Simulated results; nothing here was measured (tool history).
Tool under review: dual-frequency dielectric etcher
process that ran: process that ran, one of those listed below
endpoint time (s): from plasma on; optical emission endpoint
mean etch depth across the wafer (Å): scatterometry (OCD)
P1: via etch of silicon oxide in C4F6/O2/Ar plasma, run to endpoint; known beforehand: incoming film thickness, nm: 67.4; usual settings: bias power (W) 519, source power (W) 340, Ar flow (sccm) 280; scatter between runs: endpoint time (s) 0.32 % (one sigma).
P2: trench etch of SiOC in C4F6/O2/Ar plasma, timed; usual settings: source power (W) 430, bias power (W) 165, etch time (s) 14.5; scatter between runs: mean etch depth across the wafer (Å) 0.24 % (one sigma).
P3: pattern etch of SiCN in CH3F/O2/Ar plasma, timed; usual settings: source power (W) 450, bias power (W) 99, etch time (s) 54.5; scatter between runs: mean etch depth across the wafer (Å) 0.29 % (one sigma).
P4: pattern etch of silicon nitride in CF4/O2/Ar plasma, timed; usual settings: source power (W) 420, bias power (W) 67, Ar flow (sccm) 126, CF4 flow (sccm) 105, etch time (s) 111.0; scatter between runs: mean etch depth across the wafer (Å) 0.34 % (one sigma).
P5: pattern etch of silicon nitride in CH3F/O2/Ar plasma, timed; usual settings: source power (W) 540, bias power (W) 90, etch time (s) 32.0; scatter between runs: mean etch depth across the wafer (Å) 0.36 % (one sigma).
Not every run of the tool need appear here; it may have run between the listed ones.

run   hour  process that ran  bias power (W)  source power (W)  Ar flow (sccm)  etch time (s)  CF4 flow (sccm)  hours since the last wet clean  hours since the last bias power generator calibration  hours since the last source power generator calibration  hours since the last Ar flow controller change  endpoint time (s)  mean etch depth across the wafer (Å)
  1    7.1                P1             519               340             280                                                           329.5                                                 1672.2                                                    350.0                                           427.4             15.180
  2   17.3                P1             519               450             280                                                           339.7                                                 1682.4                                                    360.2                                           437.6             13.736
  3   25.4                P3              99               450                           30.0                                            347.8                                                 1690.5                                                    368.3                                           445.7                                                   133.06
  4   30.2                P3              65               450                           54.5                                            352.6                                                 1695.3                                                    373.1                                           450.5                                                   208.25
  5   35.5                P4              67               420             126          111.0              105                           357.9                                                 1700.6                                                    378.4                                           455.8                                                  1931.90
  6   44.1                P1             422               340             280                                                           366.5                                                 1709.2                                                    387.0                                           464.4             16.392
  7   50.9                P5              90               540                           32.0                                            373.3                                                 1716.0                                                    393.8                                           471.2                                                   276.16
      59.5  -- Ar flow controller replaced
  8   61.4                P4              67               420             163          111.0              105                           383.8                                                 1726.5                                                    404.3                                             1.9                                                  1893.80
  9   66.3                P1             360               340             352                                                           388.7                                                 1731.4                                                    409.2                                             6.8             17.804
 10   71.7                P1             519               340             200                                                           394.1                                                 1736.8                                                    414.6                                            12.2             14.643
 11   79.8                P5              54               540                           32.0                                            402.2                                                 1744.9                                                    422.7                                            20.3                                                   234.71
 12   90.5                P1             519               250             280                                                           412.9                                                 1755.6                                                    433.4                                            31.0             17.078
 13   97.8                P4              67               420             126          161.5              105                           420.2                                                 1762.9                                                    440.7                                            38.3                                                  2820.20
 14  107.4                P5              90               540                           44.0                                            429.8                                                 1772.5                                                    450.3                                            47.9                                                   380.41
 15  118.1                P1             519               340             280                                                           440.5                                                 1783.2                                                    461.0                                            58.6             15.141
 16  128.0                P1             519               340             280                                                           450.4                                                 1793.1                                                    470.9                                            68.5             15.202
 17  136.2                P2             165               430                           14.5                                            458.6                                                 1801.3                                                    479.1                                            76.7                                                   299.42
 18  142.2                P1             318               220             280                                                           464.6                                                 1807.3                                                    485.1                                            82.7             21.294
 19  147.5                P3              99               620                           54.5                                            469.9                                                 1812.6                                                    490.4                                            88.0                                                   273.57
 20  157.4                P5              90               700                           32.0                                            479.8                                                 1822.5                                                    500.3                                            97.9                                                   304.89
     163.6  -- source power generator calibrated
 21  164.4                P1             519               340             373                                                           486.8                                                 1829.5                                                      0.8                                           104.9             15.735
 22  174.5                P4              67               420             126          111.0              131                           496.9                                                 1839.6                                                     10.9                                           115.0                                                  1990.70
 23  179.8                P5              90               540                           32.0                                            502.2                                                 1844.9                                                     16.2                                           120.3                                                   276.37
 24  185.1                P1             519               340             280                                                           507.5                                                 1850.2                                                     21.5                                           125.6             15.105
 25  195.9                P1             519               340             280                                                           518.3                                                 1861.0                                                     32.3                                           136.4             15.174
 26  203.7                P4              67               540             126          111.0              105                           526.1                                                 1868.8                                                     40.1                                           144.2                                                  2400.60
 27  209.7                P3              99               450                           54.5                                            532.1                                                 1874.8                                                     46.1                                           150.2                                                   243.99
 28  214.8                P2             212               430                           14.5                                            537.2                                                 1879.9                                                     51.2                                           155.3                                                   324.58
 29  224.2                P1             519               340             280                                                           546.6                                                 1889.3                                                     60.6                                           164.7             15.218
 30  232.8                P1             702               340             280                                                           555.2                                                 1897.9                                                     69.2                                           173.3             13.531
 31  243.4                P4              51               420             126          111.0              105                           565.8                                                 1908.5                                                     79.8                                           183.9                                                  1738.10
 32  253.3                P2             165               430                           21.0                                            575.7                                                 1918.4                                                     89.7                                           193.8                                                   433.64
 33  258.5                P2             165               310                           14.5                                            580.9                                                 1923.6                                                     94.9                                           199.0                                                   264.17
 34  269.0                P1             519               340             280                                                           591.4                                                 1934.1                                                    105.4                                           209.5             15.181
 35  275.7                P1             519               340             280                                                           598.1                                                 1940.8                                                    112.1                                           216.2             15.262
 36  283.5                P1             519               340             280                                                           605.9                                                 1948.6                                                    119.9                                           224.0             15.353
 37  292.0                P1             519               340             280                                                           614.4                                                 1957.1                                                    128.4                                           232.5             15.415
 38  299.7                P1             519               340             280                                                           622.1                                                 1964.8                                                    136.1                                           240.2             15.377
 39  304.7                P1             519               340             280                                                           627.1                                                 1969.8                                                    141.1                                           245.2             15.464
     305.9  -- wet clean of the chamber
     307.1  -- Ar flow controller replaced
 40  315.3                P1             519               340             280                                                             9.4                                                 1980.4                                                    151.7                                             8.2             15.334
 41  324.8                P1             519               340             280                                                            18.9                                                 1989.9                                                    161.2                                            17.7             15.417
 42  329.8                P1             519               340             280                                                            23.9                                                 1994.9                                                    166.2                                            22.7             15.409

P1 has crept away from where it was. The log is fitted equally well by each of these 2 causes, at the sizes shown:
A: source power that arrives under what is set, % = 4.25
B: bias power that arrives under what is set, % = 4.13
Onset of the creep was near hour 269.0.
The rest of the possible causes, and what rules out each one:
chamber walls in a state that lowers the etch rate, %: its service at hour 305.9 followed the start of the drift and did not put the process back to its old value
Ar flow that arrives over what is set, %: its service at hour 307.1 followed the start of the drift and did not put the process back to its old value

Which of the 4 check runs listed below, each an average over 2 wafers with its results shown as question marks, gives clearly different results under the different listed causes?
check 1  334.8                P2             209               430                           21.0                                                                                                                                                                                                                                                                         ?
check 2  334.8                P5              60               690                           32.0                                                                                                                                                                                                                                                                         ?
check 3  334.8                P3              69               580                           54.5                                                                                                                                                                                                                                                                         ?
check 4  334.8                P4              67               420             126          155.0              105                                                                                                                                                                                                                                                        ?

If the cause were each of the candidates in turn, the checks would give the following:
  check                                result     if A     if B
check 1  mean etch depth across the wafer (Å)   460.56   462.01
check 2  mean etch depth across the wafer (Å)   261.62   262.63
check 3  mean etch depth across the wafer (Å)   230.51   231.03
check 4  mean etch depth across the wafer (Å)  2616.10  2669.60
Distance between the nearest two causes, measured in the result of the check that separates them most: check 1 0.31 %; check 2 0.38 %; check 3 0.23 %; check 4 2.03 %
The other checks would show nearly matching results whichever cause is true, so check 4 is the only one that separates the causes.

The results of check 4 are: mean etch depth across the wafer (Å) 2624.10. Based on these, which of the listed causes is it?

A is the cause: source power that arrives under what is set, %.
